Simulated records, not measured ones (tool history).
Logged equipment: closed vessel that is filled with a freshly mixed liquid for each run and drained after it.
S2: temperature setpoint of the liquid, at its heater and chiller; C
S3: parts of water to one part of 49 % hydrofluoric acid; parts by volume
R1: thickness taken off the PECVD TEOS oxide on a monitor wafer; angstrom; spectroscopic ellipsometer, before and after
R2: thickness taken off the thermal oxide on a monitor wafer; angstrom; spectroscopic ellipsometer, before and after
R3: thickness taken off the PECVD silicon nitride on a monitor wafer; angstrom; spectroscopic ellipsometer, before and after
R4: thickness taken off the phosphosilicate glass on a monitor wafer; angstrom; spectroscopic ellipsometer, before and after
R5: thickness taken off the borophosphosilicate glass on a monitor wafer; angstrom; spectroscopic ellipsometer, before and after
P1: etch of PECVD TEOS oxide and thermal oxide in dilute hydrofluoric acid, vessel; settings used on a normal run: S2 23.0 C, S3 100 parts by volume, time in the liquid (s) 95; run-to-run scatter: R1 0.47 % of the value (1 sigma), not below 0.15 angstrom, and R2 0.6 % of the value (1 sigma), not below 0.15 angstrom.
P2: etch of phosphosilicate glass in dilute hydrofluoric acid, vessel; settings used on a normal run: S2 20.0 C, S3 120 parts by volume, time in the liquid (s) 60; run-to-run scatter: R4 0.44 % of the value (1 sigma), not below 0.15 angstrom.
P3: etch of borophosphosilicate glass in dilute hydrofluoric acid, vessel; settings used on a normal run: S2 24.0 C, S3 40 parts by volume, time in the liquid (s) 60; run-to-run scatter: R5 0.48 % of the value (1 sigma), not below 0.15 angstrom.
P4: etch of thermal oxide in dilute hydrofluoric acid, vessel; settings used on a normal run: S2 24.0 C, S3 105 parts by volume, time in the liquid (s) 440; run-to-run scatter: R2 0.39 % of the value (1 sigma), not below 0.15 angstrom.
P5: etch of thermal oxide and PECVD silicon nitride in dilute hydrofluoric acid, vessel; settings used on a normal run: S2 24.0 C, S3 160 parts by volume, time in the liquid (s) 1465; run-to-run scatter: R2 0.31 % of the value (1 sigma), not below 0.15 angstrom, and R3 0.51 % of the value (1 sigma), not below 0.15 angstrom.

{"run": 1, "hour": 17.6, "process that ran": "P1", "S2": 23.0, "S3": 100, "time in the liquid (s)": 95, "R1": 99.331, "R2": 41.327}
{"run": 2, "hour": 33.5, "process that ran": "P1", "S2": 23.0, "S3": 50, "time in the liquid (s)": 95, "R1": 208.48, "R2": 86.657}
{"run": 3, "hour": 50.1, "process that ran": "P1", "S2": 23.0, "S3": 100, "time in the liquid (s)": 160, "R1": 166.9, "R2": 69.58}
{"run": 4, "hour": 60.0, "process that ran": "P5", "S2": 24.0, "S3": 160, "time in the liquid (s)": 1465, "R2": 405.65, "R3": 380.85}
{"run": 5, "hour": 68.8, "process that ran": "P2", "S2": 20.0, "S3": 50, "time in the liquid (s)": 60, "R4": 644.61}
{"run": 6, "hour": 86.9, "process that ran": "P1", "S2": 23.0, "S3": 170, "time in the liquid (s)": 95, "R1": 54.192, "R2": 22.403}
{"run": 7, "hour": 106.1, "process that ran": "P1", "S2": 23.0, "S3": 100, "time in the liquid (s)": 30, "R1": 31.094, "R2": 13.141}
{"run": 8, "hour": 125.3, "process that ran": "P1", "S2": 27.5, "S3": 100, "time in the liquid (s)": 30, "R1": 36.8, "R2": 15.315}
{"run": 9, "hour": 144.6, "process that ran": "P1", "S2": 23.0, "S3": 100, "time in the liquid (s)": 95, "R1": 99.514, "R2": 40.839}
{"run": 10, "hour": 163.7, "process that ran": "P1", "S2": 31.5, "S3": 100, "time in the liquid (s)": 95, "R1": 136.92, "R2": 56.912}
{"run": 11, "hour": 175.3, "process that ran": "P4", "S2": 24.0, "S3": 160, "time in the liquid (s)": 440, "R2": 111.09}
{"run": 12, "hour": 193.4, "process that ran": "P2", "S2": 17.0, "S3": 120, "time in the liquid (s)": 60, "R4": 218.3}
{"run": 13, "hour": 203.3, "process that ran": "P2", "S2": 20.0, "S3": 120, "time in the liquid (s)": 105, "R4": 433.11}
{"run": 14, "hour": 217.8, "process that ran": "P1", "S2": 23.0, "S3": 160, "time in the liquid (s)": 165, "R1": 99.461, "R2": 41.713}
{"run": 15, "hour": 232.9, "process that ran": "P4", "S2": 28.0, "S3": 105, "time in the liquid (s)": 440, "R2": 211.5}
{"run": 16, "hour": 243.4, "process that ran": "P1", "S2": 23.0, "S3": 100, "time in the liquid (s)": 95, "R1": 99.822, "R2": 41.529}
{"run": 17, "hour": 259.4, "process that ran": "P1", "S2": 23.0, "S3": 100, "time in the liquid (s)": 95, "R1": 99.037, "R2": 41.248}
{"run": 18, "hour": 270.9, "process that ran": "P5", "S2": 24.0, "S3": 160, "time in the liquid (s)": 2830, "R2": 784.44, "R3": 734.83}
{"run": 19, "hour": 282.1, "process that ran": "P1", "S2": 23.0, "S3": 100, "time in the liquid (s)": 95, "R1": 98.908, "R2": 41.046}
{"run": 20, "hour": 296.6, "process that ran": "P1", "S2": 17.0, "S3": 100, "time in the liquid (s)": 95, "R1": 77.296, "R2": 32.029}
{"run": 21, "hour": 315.1, "process that ran": "P4", "S2": 24.0, "S3": 105, "time in the liquid (s)": 440, "R2": 179.86}
{"run": 22, "hour": 331.9, "process that ran": "P2", "S2": 20.0, "S3": 120, "time in the liquid (s)": 60, "R4": 249.19}
{"run": 23, "hour": 341.3, "process that ran": "P5", "S2": 24.0, "S3": 160, "time in the liquid (s)": 1465, "R2": 404.36, "R3": 379.29}
{"run": 24, "hour": 359.5, "process that ran": "P3", "S2": 30.0, "S3": 40, "time in the liquid (s)": 60, "R5": 938.13}
{"run": 25, "hour": 371.3, "process that ran": "P1", "S2": 23.0, "S3": 100, "time in the liquid (s)": 95, "R1": 98.732, "R2": 40.837}
{"run": 26, "hour": 386.3, "process that ran": "P3", "S2": 24.0, "S3": 20, "time in the liquid (s)": 60, "R5": 1501.2}
{"run": 27, "hour": 399.4, "process that ran": "P5", "S2": 20.0, "S3": 160, "time in the liquid (s)": 1465, "R2": 345.92, "R3": 292.28}
{"run": 28, "hour": 411.6, "process that ran": "P5", "S2": 24.0, "S3": 225, "time in the liquid (s)": 1465, "R2": 269.63, "R3": 271.44}
{"run": 29, "hour": 424.4, "process that ran": "P2", "S2": 20.0, "S3": 120, "time in the liquid (s)": 60, "R4": 245.35}
{"run": 30, "hour": 434.4, "process that ran": "P3", "S2": 24.0, "S3": 40, "time in the liquid (s)": 30, "R5": 362.78}
{"run": 31, "hour": 446.2, "process that ran": "P3", "S2": 24.0, "S3": 40, "time in the liquid (s)": 60, "R5": 731.13}
{"run": 32, "hour": 457.5, "process that ran": "P1", "S2": 23.0, "S3": 100, "time in the liquid (s)": 95, "R1": 98.605, "R2": 40.755}
{"run": 33, "hour": 465.9, "process that ran": "P4", "S2": 24.0, "S3": 105, "time in the liquid (s)": 855, "R2": 349.33}
{"run": 34, "hour": 482.1, "process that ran": "P1", "S2": 23.0, "S3": 100, "time in the liquid (s)": 95, "R1": 99.484, "R2": 40.933}
{"run": 35, "hour": 493.9, "process that ran": "P1", "S2": 23.0, "S3": 100, "time in the liquid (s)": 95, "R1": 101.85, "R2": 42.412}
{"run": 36, "hour": 509.3, "process that ran": "P1", "S2": 23.0, "S3": 100, "time in the liquid (s)": 95, "R1": 103.29, "R2": 42.946}
{"run": 37, "hour": 525.8, "process that ran": "P1", "S2": 23.0, "S3": 100, "time in the liquid (s)": 95, "R1": 104.16, "R2": 43.572}
{"run": 38, "hour": 542.0, "process that ran": "P1", "S2": 23.0, "S3": 100, "time in the liquid (s)": 95, "R1": 105.61, "R2": 43.899}
{"run": 39, "hour": 560.0, "process that ran": "P1", "S2": 23.0, "S3": 100, "time in the liquid (s)": 95, "R1": 106.56, "R2": 43.911}
{"run": 40, "hour": 572.3, "process that ran": "P1", "S2": 23.0, "S3": 100, "time in the liquid (s)": 95, "R1": 106.26, "R2": 44.928}
{"run": 41, "hour": 584.6, "process that ran": "P1", "S2": 23.0, "S3": 100, "time in the liquid (s)": 95, "R1": 107.28, "R2": 44.184}
{"run": 42, "hour": 595.1, "process that ran": "P1", "S2": 23.0, "S3": 100, "time in the liquid (s)": 95, "R1": 107.03, "R2": 44.146}
{"run": 43, "hour": 608.5, "process that ran": "P1", "S2": 23.0, "S3": 100, "time in the liquid (s)": 95, "R1": 107.93, "R2": 44.318}
{"run": 44, "hour": 627.3, "process that ran": "P1", "S2": 23.0, "S3": 100, "time in the liquid (s)": 95, "R1": 107.34, "R2": 44.367}

The log shows P1 creeping away from where it was. Any of the 2 causes listed here, at the size stated for it, fits the log just as well as the others:
A: hydrofluoric acid flow above the setpoint (%) = 7.44
B: liquid hotter than its thermometer reads (K) = 2.03
The gradual shift began around hour 482.1.

Question marks stand in for the results of the 4 check runs listed below, each run on one wafer. Under which run would the listed causes show clearly different results?
{"run": "check 1", "hour": 646.1, "process that ran": "P3", "S2": 24.0, "S3": 20, "time in the liquid (s)": 30, "R5": "?"}
{"run": "check 2", "hour": 646.1, "process that ran": "P2", "S2": 17.0, "S3": 120, "time in the liquid (s)": 90, "R4": "?"}
{"run": "check 3", "hour": 646.1, "process that ran": "P4", "S2": 27.0, "S3": 105, "time in the liquid (s)": 440, "R2": "?"}
{"run": "check 4", "hour": 646.1, "process that ran": "P5", "S2": 24.0, "S3": 160, "time in the liquid (s)": 2230, "R2": "?", "R3": "?"}

Check results expected under each cause:
check=check_1 result=R5 if_A=809.86 if_B=819.39
check=check_2 result=R4 if_A=354.80 if_B=356.09
check=check_3 result=R2 if_A=220.410 if_B=219.500
check=check_4 result=R2 if_A=671.150 if_B=665.740
check=check_4 result=R3 if_A=621.95 if_B=659.25
Per-check spread between the two closest causes, in the result where they differ most: check 1 1.17 %; check 2 0.37 %; check 3 0.41 %; check 4 5.83 %
Check 4 tells the causes apart: in the others they would give nearly the same result.

The results of check 4 are: R2 662.260 angstrom; R3 663.81 angstrom. Based on these, which of the listed causes is it?

B is the cause: liquid hotter than its thermometer reads (K).
